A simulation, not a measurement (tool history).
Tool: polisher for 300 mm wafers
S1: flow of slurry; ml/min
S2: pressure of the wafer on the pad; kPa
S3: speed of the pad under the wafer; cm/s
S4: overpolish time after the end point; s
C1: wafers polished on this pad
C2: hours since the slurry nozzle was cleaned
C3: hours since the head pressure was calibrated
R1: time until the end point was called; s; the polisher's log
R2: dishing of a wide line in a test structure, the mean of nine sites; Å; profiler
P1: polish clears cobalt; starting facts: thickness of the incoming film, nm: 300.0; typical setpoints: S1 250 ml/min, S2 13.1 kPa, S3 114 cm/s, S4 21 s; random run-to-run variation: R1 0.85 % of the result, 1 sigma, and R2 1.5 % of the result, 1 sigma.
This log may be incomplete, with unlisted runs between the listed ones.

run 1 hour=3.1 | S1=250 S2=13.1 S3=114 S4=21 | C1=547 C2=155.9 C3=759.0 | R1=56.353 R2=536.76
run 2 hour=6.5 | S1=250 S2=13.1 S3=114 S4=40 | C1=576 C2=159.3 C3=762.4 | R1=56.228 R2=619.89
run 3 hour=10.4 | S1=250 S2=13.1 S3=114 S4=21 | C1=610 C2=163.2 C3=766.3 | R1=56.374 R2=532.60
run 4 hour=13.8 | S1=250 S2=9.7 S3=114 S4=21 | C1=640 C2=166.6 C3=769.7 | R1=76.384 R2=468.82
run 5 hour=17.4 | S1=250 S2=13.1 S3=162 S4=21 | C1=671 C2=170.2 C3=773.3 | R1=39.867 R2=584.48
run 6 hour=22.9 | S1=395 S2=13.1 S3=114 S4=21 | C1=719 C2=175.7 C3=778.8 | R1=53.595 R2=552.69
run 7 hour=29.3 | S1=250 S2=13.1 S3=76 S4=21 | C1=775 C2=182.1 C3=785.2 | R1=84.239 R2=440.74
run 8 hour=33.7 | S1=150 S2=8.3 S3=114 S4=21 | C1=813 C2=186.5 C3=789.6 | R1=93.846 R2=420.42
run 9 hour=36.7 | S1=250 S2=13.1 S3=114 S4=6 | C1=839 C2=189.5 C3=792.6 | R1=55.203 R2=253.81
run 10 hour=42.2 | S1=250 S2=13.1 S3=114 S4=21 | C1=887 C2=195.0 C3=798.1 | R1=56.503 R2=540.16
run 11 hour=46.5 | S1=250 S2=13.1 S3=114 S4=21 | C1=924 C2=199.3 C3=802.4 | R1=56.859 R2=529.99
run 12 hour=52.0 | S1=150 S2=13.1 S3=114 S4=21 | C1=972 C2=204.8 C3=807.9 | R1=60.124 R2=519.30
run 13 hour=56.4 | S1=250 S2=17.2 S3=114 S4=21 | C1=1010 C2=209.2 C3=812.3 | R1=42.704 R2=560.63
run 14 hour=61.3 | S1=250 S2=13.1 S3=114 S4=21 | C1=1053 C2=214.1 C3=817.2 | R1=56.603 R2=534.53
run 15 hour=64.8 | S1=250 S2=13.1 S3=114 S4=21 | C1=1083 C2=217.6 C3=820.7 | R1=56.848 R2=520.32
run 16 hour=69.0 | S1=250 S2=13.1 S3=114 S4=21 | C1=1120 C2=221.8 C3=824.9 | R1=57.398 R2=521.71
run 17 hour=72.4 | S1=250 S2=13.1 S3=114 S4=21 | C1=1149 C2=225.2 C3=828.3 | R1=57.723 R2=533.68
run 18 hour=76.2 | S1=250 S2=13.1 S3=114 S4=21 | C1=1182 C2=229.0 C3=832.1 | R1=58.349 R2=535.31
-- hour=79.6 head pressure recalibrated
run 19 hour=80.8 | S1=250 S2=13.1 S3=114 S4=21 | C1=1222 C2=233.6 C3=1.3 | R1=58.903 R2=540.78
run 20 hour=85.9 | S1=250 S2=13.1 S3=114 S4=21 | C1=1266 C2=238.7 C3=6.4 | R1=57.925 R2=540.91

What will run 21 give?
run 21 hour=89.7 | S1=250 S2=13.1 S3=114 S4=21 | C1=1300 C2=242.5 C3=10.2 | R1=? R2=?

Run 21 gave R1 58.067 s, R2 512.80 Å.
